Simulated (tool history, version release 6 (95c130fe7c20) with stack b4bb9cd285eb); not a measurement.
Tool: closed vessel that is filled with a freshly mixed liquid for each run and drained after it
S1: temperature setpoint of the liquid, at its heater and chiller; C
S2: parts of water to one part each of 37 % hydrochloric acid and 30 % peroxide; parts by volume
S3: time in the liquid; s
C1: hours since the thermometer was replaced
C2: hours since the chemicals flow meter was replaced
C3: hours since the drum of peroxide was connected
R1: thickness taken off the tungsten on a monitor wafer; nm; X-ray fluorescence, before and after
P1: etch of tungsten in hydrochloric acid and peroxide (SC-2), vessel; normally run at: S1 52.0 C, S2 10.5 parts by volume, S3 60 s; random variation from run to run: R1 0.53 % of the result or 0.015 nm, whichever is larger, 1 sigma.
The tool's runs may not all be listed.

{"run": 1, "hour": 5.2, "S1": 52.0, "S2": 10.5, "S3": 60, "C1": 331.6, "C2": 378.8, "C3": 471.3, "R1": 13.03}
{"run": 2, "hour": 11.0, "S1": 52.0, "S2": 10.5, "S3": 60, "C1": 337.4, "C2": 384.6, "C3": 477.1, "R1": 13.029}
{"run": 3, "hour": 19.1, "S1": 63.0, "S2": 10.5, "S3": 60, "C1": 345.5, "C2": 392.7, "C3": 485.2, "R1": 26.308}
{"run": 4, "hour": 28.3, "S1": 52.0, "S2": 10.5, "S3": 60, "C1": 354.7, "C2": 401.9, "C3": 494.4, "R1": 13.084}
{"run": 5, "hour": 34.5, "S1": 52.0, "S2": 10.5, "S3": 30, "C1": 360.9, "C2": 408.1, "C3": 500.6, "R1": 6.5388}
{"run": 6, "hour": 43.2, "S1": 52.0, "S2": 18.0, "S3": 60, "C1": 369.6, "C2": 416.8, "C3": 509.3, "R1": 8.1967}
{"run": 7, "hour": 54.5, "S1": 52.0, "S2": 17.5, "S3": 30, "C1": 380.9, "C2": 428.1, "C3": 520.6, "R1": 4.1807}
{"run": 8, "hour": 64.8, "S1": 52.0, "S2": 10.5, "S3": 100, "C1": 391.2, "C2": 438.4, "C3": 530.9, "R1": 21.871}
{"run": 9, "hour": 72.5, "S1": 52.0, "S2": 10.5, "S3": 60, "C1": 398.9, "C2": 446.1, "C3": 538.6, "R1": 13.06}
{"hour": 77.0, "done": "chemicals flow meter replaced"}
{"run": 10, "hour": 81.4, "S1": 42.0, "S2": 10.5, "S3": 60, "C1": 407.8, "C2": 4.4, "C3": 547.5, "R1": 6.6473}
{"run": 11, "hour": 86.4, "S1": 52.0, "S2": 10.5, "S3": 60, "C1": 412.8, "C2": 9.4, "C3": 552.5, "R1": 13.15}
{"run": 12, "hour": 95.6, "S1": 36.5, "S2": 10.5, "S3": 30, "C1": 422.0, "C2": 18.6, "C3": 561.7, "R1": 2.2229}
{"run": 13, "hour": 105.9, "S1": 52.0, "S2": 4.0, "S3": 60, "C1": 432.3, "C2": 28.9, "C3": 572.0, "R1": 27.447}
{"run": 14, "hour": 113.2, "S1": 52.0, "S2": 10.5, "S3": 60, "C1": 439.6, "C2": 36.2, "C3": 579.3, "R1": 13.174}
{"run": 15, "hour": 122.8, "S1": 52.0, "S2": 10.5, "S3": 60, "C1": 449.2, "C2": 45.8, "C3": 588.9, "R1": 13.345}
{"run": 16, "hour": 132.8, "S1": 52.0, "S2": 10.5, "S3": 60, "C1": 459.2, "C2": 55.8, "C3": 598.9, "R1": 13.707}
{"run": 17, "hour": 139.5, "S1": 52.0, "S2": 10.5, "S3": 60, "C1": 465.9, "C2": 62.5, "C3": 605.6, "R1": 13.913}
{"run": 18, "hour": 149.8, "S1": 52.0, "S2": 10.5, "S3": 60, "C1": 476.2, "C2": 72.8, "C3": 615.9, "R1": 14.013}
{"run": 19, "hour": 156.5, "S1": 52.0, "S2": 10.5, "S3": 60, "C1": 482.9, "C2": 79.5, "C3": 622.6, "R1": 14.082}
{"run": 20, "hour": 167.7, "S1": 52.0, "S2": 10.5, "S3": 60, "C1": 494.1, "C2": 90.7, "C3": 633.8, "R1": 14.266}
{"run": 21, "hour": 177.1, "S1": 52.0, "S2": 10.5, "S3": 60, "C1": 503.5, "C2": 100.1, "C3": 643.2, "R1": 14.102}
{"run": 22, "hour": 188.4, "S1": 52.0, "S2": 10.5, "S3": 60, "C1": 514.8, "C2": 111.4, "C3": 654.5, "R1": 14.255}

Forecast run 23:
{"run": 23, "hour": 198.6, "S1": 52.0, "S2": 10.5, "S3": 60, "C1": 525.0, "C2": 121.6, "C3": 664.7, "R1": "?"}

R1: 14.0930 nm
